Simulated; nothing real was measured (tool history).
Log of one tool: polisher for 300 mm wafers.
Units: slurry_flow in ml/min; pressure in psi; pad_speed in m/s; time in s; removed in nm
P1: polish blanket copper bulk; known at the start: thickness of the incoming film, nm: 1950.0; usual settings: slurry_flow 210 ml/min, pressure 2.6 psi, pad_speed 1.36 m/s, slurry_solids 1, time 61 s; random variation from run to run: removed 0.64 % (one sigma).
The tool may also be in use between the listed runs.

| run | hour | slurry_flow | pressure | pad_speed | slurry_solids | time | wafers polished on this pad | hours since the slurry nozzle was cleaned | hours since the head pressure was calibrated | hours since the slurry blender was calibrated | removed |
|---|---|---|---|---|---|---|---|---|---|---|---|
| 1 | 11.1 | 210 | 2.6 | 1.36 | 1 | 61 | 223 | 359.9 | 188.6 | 82.2 | 700.43 |
| 2 | 17.9 | 210 | 2.6 | 1.36 | 1 | 61 | 265 | 366.7 | 195.4 | 89 | 693.22 |
|  | 21.5 | slurry nozzle cleaned |
| 3 | 31.9 | 210 | 2.6 | 1.36 | 1 | 61 | 352 | 10.4 | 209.4 | 103 | 702.96 |
| 4 | 41.1 | 125 | 2.6 | 1.36 | 1 | 61 | 409 | 19.6 | 218.6 | 112.2 | 639.3 |
| 5 | 53.3 | 210 | 2.6 | 1.36 | 1 | 61 | 485 | 31.8 | 230.8 | 124.4 | 699.98 |
| 6 | 66.8 | 335 | 2.6 | 1.36 | 1 | 61 | 569 | 45.3 | 244.3 | 137.9 | 737.17 |
| 7 | 73.3 | 210 | 2.6 | 1.36 | 0.65 | 77 | 609 | 51.8 | 250.8 | 144.4 | 808.95 |
|  | 77.7 | slurry blender recalibrated |
| 8 | 85.2 | 210 | 2.6 | 1.36 | 1 | 61 | 683 | 63.7 | 262.7 | 7.5 | 696.91 |
| 9 | 97.8 | 210 | 2.6 | 1.36 | 1 | 92 | 761 | 76.3 | 275.3 | 20.1 | 1049 |
| 10 | 111.2 | 210 | 2.6 | 1.84 | 1.45 | 61 | 844 | 89.7 | 288.7 | 33.5 | 1023.8 |
| 11 | 117.5 | 210 | 3.9 | 1.36 | 1 | 61 | 883 | 96 | 295 | 39.8 | 1041.4 |
| 12 | 124.9 | 210 | 2.6 | 1.36 | 1 | 61 | 929 | 103.4 | 302.4 | 47.2 | 695.37 |
| 13 | 132.1 | 210 | 1.8 | 1.36 | 1 | 61 | 974 | 110.6 | 309.6 | 54.4 | 478.2 |
|  | 133.9 | worn pad replaced by a new one |
| 14 | 143 | 210 | 2.6 | 0.74 | 1 | 61 | 56 | 121.5 | 320.5 | 65.3 | 379.07 |
| 15 | 153.4 | 210 | 2.6 | 1.36 | 1.5 | 61 | 121 | 131.9 | 330.9 | 75.7 | 753.17 |
| 16 | 167.7 | 210 | 2.6 | 1.36 | 1 | 44 | 210 | 146.2 | 345.2 | 90 | 504.07 |
| 17 | 180.6 | 210 | 2.6 | 2.08 | 1 | 61 | 290 | 159.1 | 358.1 | 102.9 | 1081.4 |
| 18 | 187.3 | 210 | 2.6 | 1.36 | 0.6 | 61 | 331 | 165.8 | 364.8 | 109.6 | 625.7 |
| 19 | 201.6 | 125 | 2.6 | 0.94 | 1 | 61 | 420 | 180.1 | 379.1 | 123.9 | 442.84 |
| 20 | 209.2 | 210 | 2.6 | 1.36 | 1 | 61 | 467 | 187.7 | 386.7 | 131.5 | 697.36 |
| 21 | 217.7 | 210 | 2.6 | 1.36 | 1 | 61 | 520 | 196.2 | 395.2 | 140 | 693.39 |
| 22 | 231.9 | 210 | 2.6 | 1.36 | 1 | 61 | 608 | 210.4 | 409.4 | 154.2 | 674.5 |
| 23 | 238.8 | 210 | 2.6 | 1.36 | 1 | 61 | 651 | 217.3 | 416.3 | 161.1 | 663.08 |
| 24 | 248.9 | 210 | 2.6 | 1.36 | 1 | 61 | 714 | 227.4 | 426.4 | 171.2 | 666.06 |
| 25 | 262.4 | 210 | 2.6 | 1.36 | 1 | 61 | 797 | 240.9 | 439.9 | 184.7 | 659.45 |
|  | 263.8 | worn pad replaced by a new one |
|  | 267.6 | slurry blender recalibrated |
| 26 | 270.2 | 210 | 2.6 | 1.36 | 1 | 61 | 40 | 248.7 | 447.7 | 2.7 | 659.93 |
| 27 | 283.4 | 210 | 2.6 | 1.36 | 1 | 61 | 121 | 261.9 | 460.9 | 15.9 | 651.15 |
| 28 | 295.1 | 210 | 2.6 | 1.36 | 1 | 61 | 194 | 273.6 | 472.6 | 27.6 | 644.53 |
| 29 | 303.5 | 210 | 2.6 | 1.36 | 1 | 61 | 246 | 282 | 481 | 36 | 651.73 |

What P1 gives has crept away from where it was. These 2 causes fit the log equally well, each at the size given:
A: slurry flow missing at the pad, % = 36
B: head's pressure below its setpoint, % = 6.79
The creep began at about hour 209.2.
Why every other cause is out:
removal rate lost through wear of the pad, %: serviced at hour 263.8, which brought nothing back
abrasive missing from the slurry, %: serviced at hour 267.6, which brought nothing back

4 check runs are offered, each on 3 wafers whose results are averaged, their results left as question marks. Which one tells the causes apart?
| check 1 | 311.9 | 210 | 2.6 | 1.36 | 0.75 | 61 |  |  |  |  | ? |
| check 2 | 311.9 | 210 | 2.6 | 0.94 | 1 | 61 |  |  |  |  | ? |
| check 3 | 311.9 | 140 | 2.6 | 1.36 | 1 | 61 |  |  |  |  | ? |
| check 4 | 311.9 | 210 | 2.6 | 1.76 | 1 | 61 |  |  |  |  | ? |

What each check would give under each cause:
| check | result | if A | if B |
|---|---|---|---|
| check 1 | removed | 610.51 | 610.51 |
| check 2 | removed | 448.32 | 448.32 |
| check 3 | removed | 590.4 | 609.27 |
| check 4 | removed | 839.41 | 839.41 |
How far apart the two closest causes lie, in the result that separates them most: check 1 0 %; check 2 0 %; check 3 3.15 %; check 4 0 %
Check 3 tells the causes apart: in the others they would give nearly the same result.

Check 3 was then run and gave: removed 593.89 nm. Which cause is it?

It is A: slurry flow missing at the pad, %.
